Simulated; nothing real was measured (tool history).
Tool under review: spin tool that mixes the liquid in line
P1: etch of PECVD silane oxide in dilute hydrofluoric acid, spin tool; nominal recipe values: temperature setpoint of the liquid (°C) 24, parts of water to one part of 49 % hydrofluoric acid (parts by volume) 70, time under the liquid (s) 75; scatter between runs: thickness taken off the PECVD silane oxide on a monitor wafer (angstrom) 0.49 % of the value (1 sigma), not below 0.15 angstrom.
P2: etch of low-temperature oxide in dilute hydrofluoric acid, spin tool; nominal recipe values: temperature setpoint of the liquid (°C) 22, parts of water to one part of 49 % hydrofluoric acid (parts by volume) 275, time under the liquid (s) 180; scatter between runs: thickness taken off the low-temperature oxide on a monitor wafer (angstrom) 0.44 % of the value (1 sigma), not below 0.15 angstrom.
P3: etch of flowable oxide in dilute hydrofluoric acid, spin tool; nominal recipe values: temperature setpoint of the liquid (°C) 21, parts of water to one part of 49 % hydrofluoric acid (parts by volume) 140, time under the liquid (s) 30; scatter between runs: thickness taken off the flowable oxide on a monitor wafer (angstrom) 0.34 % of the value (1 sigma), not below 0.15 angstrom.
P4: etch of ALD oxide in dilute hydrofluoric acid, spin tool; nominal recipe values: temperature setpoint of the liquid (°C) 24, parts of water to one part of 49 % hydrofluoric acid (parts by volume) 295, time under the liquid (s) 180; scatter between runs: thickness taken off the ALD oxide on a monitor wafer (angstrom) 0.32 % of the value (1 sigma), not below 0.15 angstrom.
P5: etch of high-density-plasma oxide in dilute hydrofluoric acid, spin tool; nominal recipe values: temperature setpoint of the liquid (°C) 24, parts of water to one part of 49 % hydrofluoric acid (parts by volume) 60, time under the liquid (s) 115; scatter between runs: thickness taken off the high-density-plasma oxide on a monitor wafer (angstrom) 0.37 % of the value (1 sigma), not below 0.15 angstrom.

| run | hour | process that ran | temperature setpoint of the liquid (°C) | parts of water to one part of 49 % hydrofluoric acid (parts by volume) | time under the liquid (s) | thickness taken off the PECVD silane oxide on a monitor wafer (angstrom) | thickness taken off the ALD oxide on a monitor wafer (angstrom) | thickness taken off the flowable oxide on a monitor wafer (angstrom) | thickness taken off the high-density-plasma oxide on a monitor wafer (angstrom) | thickness taken off the low-temperature oxide on a monitor wafer (angstrom) |
|---|---|---|---|---|---|---|---|---|---|---|
| 1 | 7 | P1 | 24 | 70 | 75 | 303.26 |  |  |  |  |
| 2 | 22.4 | P1 | 24 | 70 | 130 | 527.15 |  |  |  |  |
| 3 | 29.1 | P4 | 24 | 440 | 180 |  | 40.758 |  |  |  |
| 4 | 40.2 | P3 | 27.5 | 140 | 30 |  |  | 87.551 |  |  |
| 5 | 49.8 | P5 | 24 | 60 | 115 |  |  |  | 110.11 |  |
| 6 | 63.7 | P4 | 24 | 295 | 180 |  | 69.922 |  |  |  |
| 7 | 72.9 | P3 | 21 | 25 | 30 |  |  | 437.96 |  |  |
| 8 | 83.4 | P4 | 30.5 | 295 | 180 |  | 86.232 |  |  |  |
| 9 | 98.2 | P1 | 24 | 70 | 75 | 303.73 |  |  |  |  |
| 10 | 111.6 | P1 | 24 | 70 | 75 | 300.86 |  |  |  |  |
| 11 | 121.5 | P5 | 24 | 60 | 35 |  |  |  | 33.575 |  |
| 12 | 129.5 | P1 | 24 | 70 | 75 | 302.64 |  |  |  |  |
| 13 | 142.5 | P1 | 20 | 70 | 75 | 257.97 |  |  |  |  |
| 14 | 157.7 | P2 | 22 | 275 | 180 |  |  |  |  | 54.379 |
| 15 | 171.9 | P3 | 21 | 140 | 30 |  |  | 68.424 |  |  |
| 16 | 180.3 | P5 | 24 | 110 | 115 |  |  |  | 56.036 |  |
| 17 | 194.4 | P5 | 29.5 | 60 | 115 |  |  |  | 138.1 |  |
| 18 | 207.7 | P4 | 24 | 295 | 95 |  | 36.919 |  |  |  |
| 19 | 221.3 | P1 | 24 | 95 | 15 | 43.264 |  |  |  |  |
| 20 | 233.5 | P5 | 24 | 60 | 115 |  |  |  | 110.03 |  |
| 21 | 244 | P1 | 24 | 40 | 140 | 1038.5 |  |  |  |  |
| 22 | 255.5 | P1 | 24 | 70 | 40 | 163.38 |  |  |  |  |
| 23 | 268.6 | P2 | 28.5 | 275 | 180 |  |  |  |  | 68.066 |
| 24 | 282.5 | P2 | 22 | 105 | 180 |  |  |  |  | 169.5 |
| 25 | 293 | P2 | 22 | 275 | 25 |  |  |  |  | 7.224 |
| 26 | 304 | P1 | 24 | 20 | 75 | 1133.2 |  |  |  |  |
| 27 | 317.5 | P1 | 24 | 70 | 75 | 305.57 |  |  |  |  |
| 28 | 331.1 | P1 | 31 | 70 | 75 | 398.48 |  |  |  |  |
| 29 | 346.1 | P1 | 24 | 70 | 75 | 302.95 |  |  |  |  |
| 30 | 359.3 | P4 | 24 | 295 | 180 |  | 69.758 |  |  |  |
| 31 | 369.2 | P3 | 21 | 140 | 15 |  |  | 34.352 |  |  |
| 32 | 379.5 | P1 | 28.5 | 70 | 120 | 582.18 |  |  |  |  |
| 33 | 391.5 | P1 | 24 | 110 | 75 | 185.34 |  |  |  |  |
| 34 | 403.3 | P1 | 24 | 70 | 75 | 305.35 |  |  |  |  |
| 35 | 416.6 | P1 | 24 | 70 | 75 | 315.1 |  |  |  |  |
| 36 | 430.2 | P1 | 24 | 70 | 75 | 319.94 |  |  |  |  |
| 37 | 437.1 | P1 | 24 | 70 | 75 | 322.24 |  |  |  |  |
| 38 | 450.2 | P1 | 24 | 70 | 75 | 325.81 |  |  |  |  |
| 39 | 463.4 | P1 | 24 | 70 | 75 | 327.8 |  |  |  |  |
| 40 | 478 | P1 | 24 | 70 | 75 | 331.88 |  |  |  |  |
| 41 | 489.1 | P1 | 24 | 70 | 75 | 327.84 |  |  |  |  |
| 42 | 497.3 | P1 | 24 | 70 | 75 | 327.63 |  |  |  |  |
| 43 | 509.9 | P1 | 24 | 70 | 75 | 331.67 |  |  |  |  |

The output of P1 has drifted from where it used to be. Each of the 2 causes below, taken at the size shown beside it, accounts for the log equally well:
A: hydrofluoric acid flow above the setpoint (%) = 7.65
B: liquid hotter than its thermometer reads (K) = 2
Onset of the creep was near hour 403.3.

Each of the 4 check runs below uses one wafer; its results are left as question marks. Which run tells the causes apart?
| check 1 | 522.5 | P5 | 24 | 90 | 60 |  |  |  | ? |  |
| check 2 | 522.5 | P2 | 26 | 140 | 180 |  |  |  |  | ? |
| check 3 | 522.5 | P3 | 21 | 80 | 30 |  |  | ? |  |  |
| check 4 | 522.5 | P4 | 29 | 430 | 180 |  | ? |  |  |  |

Expected result of each check under each candidate cause:
| check | result | if A | if B |
|---|---|---|---|
| check 1 | thickness taken off the high-density-plasma oxide on a monitor wafer (angstrom) | 39.942 | 39.835 |
| check 2 | thickness taken off the low-temperature oxide on a monitor wafer (angstrom) | 155.84 | 154.11 |
| check 3 | thickness taken off the flowable oxide on a monitor wafer (angstrom) | 138.9 | 139.08 |
| check 4 | thickness taken off the ALD oxide on a monitor wafer (angstrom) | 54.775 | 52.423 |
Separation of the two closest causes in each check, using whichever result separates them best: check 1 0.27 %; check 2 1.12 %; check 3 0.13 %; check 4 4.39 %
Of the check runs offered, only check 4 discriminates between the causes; the rest would read about the same regardless of which cause applies.

Here is what check 4 returned: thickness taken off the ALD oxide on a monitor wafer (angstrom) 54.784. Which cause is it?

The cause is A: hydrofluoric acid flow above the setpoint (%).
